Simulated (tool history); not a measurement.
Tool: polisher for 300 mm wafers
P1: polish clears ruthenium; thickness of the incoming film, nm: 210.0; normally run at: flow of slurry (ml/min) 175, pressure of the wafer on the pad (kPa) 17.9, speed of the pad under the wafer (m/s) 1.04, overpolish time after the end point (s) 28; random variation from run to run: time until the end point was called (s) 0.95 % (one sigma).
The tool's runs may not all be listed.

run   hour  flow of slurry (ml/min)  pressure of the wafer on the pad (kPa)  speed of the pad under the wafer (m/s)  overpolish time after the end point (s)  wafers polished on this pad  hours since the slurry nozzle was cleaned  hours since the head pressure was calibrated  time until the end point was called (s)
  1    7.7                      175                                    17.9                                    1.04                                       28                          632                                      222.2                                          66.8                                   138.63
  2   17.3                      175                                    17.9                                    1.04                                       28                          683                                      231.8                                          76.4                                   136.92
  3     27                      105                                    17.9                                    1.04                                       28                          735                                      241.5                                          86.1                                   153.11
  4   42.3                      175                                    17.9                                    1.32                                       14                          817                                      256.8                                         101.4                                   107.38
  5   50.5                      175                                    17.9                                    1.04                                       28                          861                                        265                                         109.6                                   135.28
  6   60.4                      175                                    17.9                                    1.04                                       28                          914                                      274.9                                         119.5                                   134.74
  7   67.6                      240                                    17.9                                    1.04                                       28                          953                                      282.1                                         126.7                                   133.11
  8   78.9                      175                                    17.9                                    1.64                                       28                         1013                                      293.4                                           138                                   88.224
  9   89.6                      175                                     8.3                                    1.04                                       28                         1071                                      304.1                                         148.7                                   296.85
 10  101.2                      105                                    17.9                                    1.04                                       52                         1133                                      315.7                                         160.3                                   151.88
 11  113.8                      175                                    17.9                                    0.48                                       28                         1200                                      328.3                                         172.9                                   295.47
 12  122.2                      175                                    17.9                                    1.04                                        8                         1246                                      336.7                                         181.3                                   137.32
 13  133.4                      175                                    17.9                                    1.04                                       51                         1306                                      347.9                                         192.5                                   137.61
     135.7  -- head pressure recalibrated
 14  144.7                      175                                    26.9                                    1.56                                       28                         1366                                      359.2                                             9                                   60.407
 15  152.9                      175                                    17.9                                    1.04                                       28                         1410                                      367.4                                          17.2                                   137.94
 16    164                      175                                    25.5                                    1.04                                       28                         1470                                      378.5                                          28.3                                   97.139
 17  178.8                      175                                    17.9                                    1.04                                       28                         1549                                      393.3                                          43.1                                   137.81
 18  193.4                      175                                    17.9                                    1.04                                       28                         1627                                      407.9                                          57.7                                   142.13
 19  208.2                      175                                    17.9                                    1.04                                       28                         1707                                      422.7                                          72.5                                   145.54

The next listed run, before its measurement:
 20  217.9                      175                                    17.9                                    1.04                                       28                         1759                                      432.4                                          82.2                                        ?

Run 20 gave time until the end point was called (s) 141.1.

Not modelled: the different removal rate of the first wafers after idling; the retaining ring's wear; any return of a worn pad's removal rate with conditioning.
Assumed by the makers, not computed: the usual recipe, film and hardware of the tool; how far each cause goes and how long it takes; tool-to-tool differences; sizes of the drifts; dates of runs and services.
